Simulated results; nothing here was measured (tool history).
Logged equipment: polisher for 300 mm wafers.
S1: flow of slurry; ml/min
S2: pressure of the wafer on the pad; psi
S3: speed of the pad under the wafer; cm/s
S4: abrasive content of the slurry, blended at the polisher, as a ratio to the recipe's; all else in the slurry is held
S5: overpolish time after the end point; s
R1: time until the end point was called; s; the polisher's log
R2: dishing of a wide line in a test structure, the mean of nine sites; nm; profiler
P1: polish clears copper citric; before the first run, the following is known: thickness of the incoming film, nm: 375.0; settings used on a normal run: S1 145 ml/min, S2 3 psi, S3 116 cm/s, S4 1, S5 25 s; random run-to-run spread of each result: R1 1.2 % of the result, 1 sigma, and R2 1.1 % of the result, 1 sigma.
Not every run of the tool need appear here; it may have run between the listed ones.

{"run": 1, "hour": 6.6, "S1": 145, "S2": 3, "S3": 116, "S4": 1, "S5": 25, "R1": 153.71, "R2": 39.998}
{"run": 2, "hour": 10.6, "S1": 145, "S2": 1.4, "S3": 116, "S4": 1, "S5": 25, "R1": 321.04, "R2": 20.329}
{"run": 3, "hour": 15.1, "S1": 145, "S2": 3, "S3": 166, "S4": 1, "S5": 25, "R1": 109.94, "R2": 51.916}
{"run": 4, "hour": 20.0, "S1": 145, "S2": 3, "S3": 116, "S4": 1, "S5": 8, "R1": 153.5, "R2": 14.706}
{"run": 5, "hour": 23.1, "S1": 145, "S2": 3, "S3": 52, "S4": 1, "S5": 25, "R1": 332.2, "R2": 20.2}
{"run": 6, "hour": 26.8, "S1": 145, "S2": 3, "S3": 116, "S4": 1.5, "S5": 25, "R1": 139.32, "R2": 42.715}
{"run": 7, "hour": 30.4, "S1": 145, "S2": 3, "S3": 116, "S4": 0.7, "S5": 25, "R1": 166.65, "R2": 36.457}
{"run": 8, "hour": 36.1, "S1": 145, "S2": 3, "S3": 116, "S4": 1.4, "S5": 45, "R1": 142.87, "R2": 63.831}
{"run": 9, "hour": 40.8, "S1": 205, "S2": 3, "S3": 116, "S4": 1, "S5": 25, "R1": 146.13, "R2": 41.987}
{"run": 10, "hour": 47.5, "S1": 95, "S2": 3, "S3": 116, "S4": 1, "S5": 25, "R1": 167.27, "R2": 36.885}
{"run": 11, "hour": 52.5, "S1": 145, "S2": 3, "S3": 116, "S4": 1, "S5": 25, "R1": 153.14, "R2": 40.148}
{"run": 12, "hour": 58.7, "S1": 145, "S2": 3, "S3": 116, "S4": 1, "S5": 25, "R1": 156.42, "R2": 39.523}
{"run": 13, "hour": 63.8, "S1": 145, "S2": 3, "S3": 116, "S4": 1, "S5": 42, "R1": 156.42, "R2": 57.834}
{"run": 14, "hour": 70.1, "S1": 145, "S2": 3, "S3": 116, "S4": 1, "S5": 25, "R1": 150.34, "R2": 38.785}
{"run": 15, "hour": 73.8, "S1": 145, "S2": 3, "S3": 116, "S4": 1, "S5": 25, "R1": 154.51, "R2": 39.889}
{"run": 16, "hour": 77.4, "S1": 145, "S2": 4.3, "S3": 116, "S4": 1, "S5": 25, "R1": 108.21, "R2": 53.826}
{"run": 17, "hour": 80.7, "S1": 145, "S2": 3, "S3": 116, "S4": 1, "S5": 25, "R1": 154.77, "R2": 39.85}
{"run": 18, "hour": 84.1, "S1": 145, "S2": 3, "S3": 116, "S4": 1, "S5": 25, "R1": 152.45, "R2": 39.871}
{"run": 19, "hour": 89.4, "S1": 145, "S2": 3, "S3": 116, "S4": 1, "S5": 25, "R1": 162.85, "R2": 38.479}
{"run": 20, "hour": 93.1, "S1": 145, "S2": 3, "S3": 116, "S4": 1, "S5": 25, "R1": 160.3, "R2": 38.14}
{"run": 21, "hour": 98.2, "S1": 145, "S2": 3, "S3": 116, "S4": 1, "S5": 25, "R1": 168.59, "R2": 37.386}
{"run": 22, "hour": 103.7, "S1": 145, "S2": 3, "S3": 116, "S4": 1, "S5": 25, "R1": 167.98, "R2": 36.584}
{"hour": 106.8, "done": "head pressure recalibrated"}
{"hour": 109.4, "done": "slurry blender recalibrated"}
{"run": 23, "hour": 110.2, "S1": 145, "S2": 3, "S3": 116, "S4": 1, "S5": 25, "R1": 172.6, "R2": 36.895}
{"run": 24, "hour": 114.1, "S1": 145, "S2": 3, "S3": 116, "S4": 1, "S5": 25, "R1": 170.69, "R2": 36.395}
{"run": 25, "hour": 119.0, "S1": 145, "S2": 3, "S3": 116, "S4": 1, "S5": 25, "R1": 175, "R2": 37.143}
{"run": 26, "hour": 122.5, "S1": 145, "S2": 3, "S3": 116, "S4": 1, "S5": 25, "R1": 167.14, "R2": 36.448}
{"run": 27, "hour": 127.9, "S1": 145, "S2": 3, "S3": 116, "S4": 1, "S5": 25, "R1": 173.28, "R2": 36.103}

What P1 gives has crept away from where it was. These 2 causes fit the log equally well, each at the size given:
A: removal rate lost through wear of the pad, % = 9.76
B: slurry flow missing at the pad, % = 37.2
The onset of the drift is placed at about hour 84.1.
Every other cause this tool's parts could produce, and why it does not fit the log:
head's pressure below its setpoint, %: work on it at hour 106.8, done after the drift set in, did not restore what the process gave before
abrasive missing from the slurry, %: work on it at hour 109.4, done after the drift set in, did not restore what the process gave before

The list below offers 4 check runs, each averaging the results of 5 wafers, and shows each result as a question mark. For which of them would the listed causes give clearly different results?
{"run": "check 1", "hour": 133.3, "S1": 145, "S2": 3, "S3": 90, "S4": 1, "S5": 25, "R1": "?", "R2": "?"}
{"run": "check 2", "hour": 133.3, "S1": 145, "S2": 1.5, "S3": 166, "S4": 1, "S5": 25, "R1": "?", "R2": "?"}
{"run": "check 3", "hour": 133.3, "S1": 145, "S2": 3, "S3": 146, "S4": 1, "S5": 25, "R1": "?", "R2": "?"}
{"run": "check 4", "hour": 133.3, "S1": 100, "S2": 3, "S3": 116, "S4": 1, "S5": 25, "R1": "?", "R2": "?"}

What every check run would give for each of its results, assuming each possible cause in turn:
check=check_1 result=R1 if_A=218.98 if_B=219.01
check=check_1 result=R2 if_A=29.75 if_B=29.747
check=check_2 result=R1 if_A=236.91 if_B=236.94
check=check_2 result=R2 if_A=26.446 if_B=26.444
check=check_3 result=R1 if_A=136.38 if_B=136.4
check=check_3 result=R2 if_A=43.758 if_B=43.754
check=check_4 result=R1 if_A=184.89 if_B=192.35
check=check_4 result=R2 if_A=34.29 if_B=33.177
Per-check spread between the two closest causes, in the result where they differ most: check 1 0.01 %; check 2 0.01 %; check 3 0.01 %; check 4 3.96 %
The causes can be told apart only by check 4. The other checks would give nearly the same results under each of them.

Here is what check 4 returned: R1 184.16 s; R2 34.417 nm. Which cause is it?

The cause is A: removal rate lost through wear of the pad, %.

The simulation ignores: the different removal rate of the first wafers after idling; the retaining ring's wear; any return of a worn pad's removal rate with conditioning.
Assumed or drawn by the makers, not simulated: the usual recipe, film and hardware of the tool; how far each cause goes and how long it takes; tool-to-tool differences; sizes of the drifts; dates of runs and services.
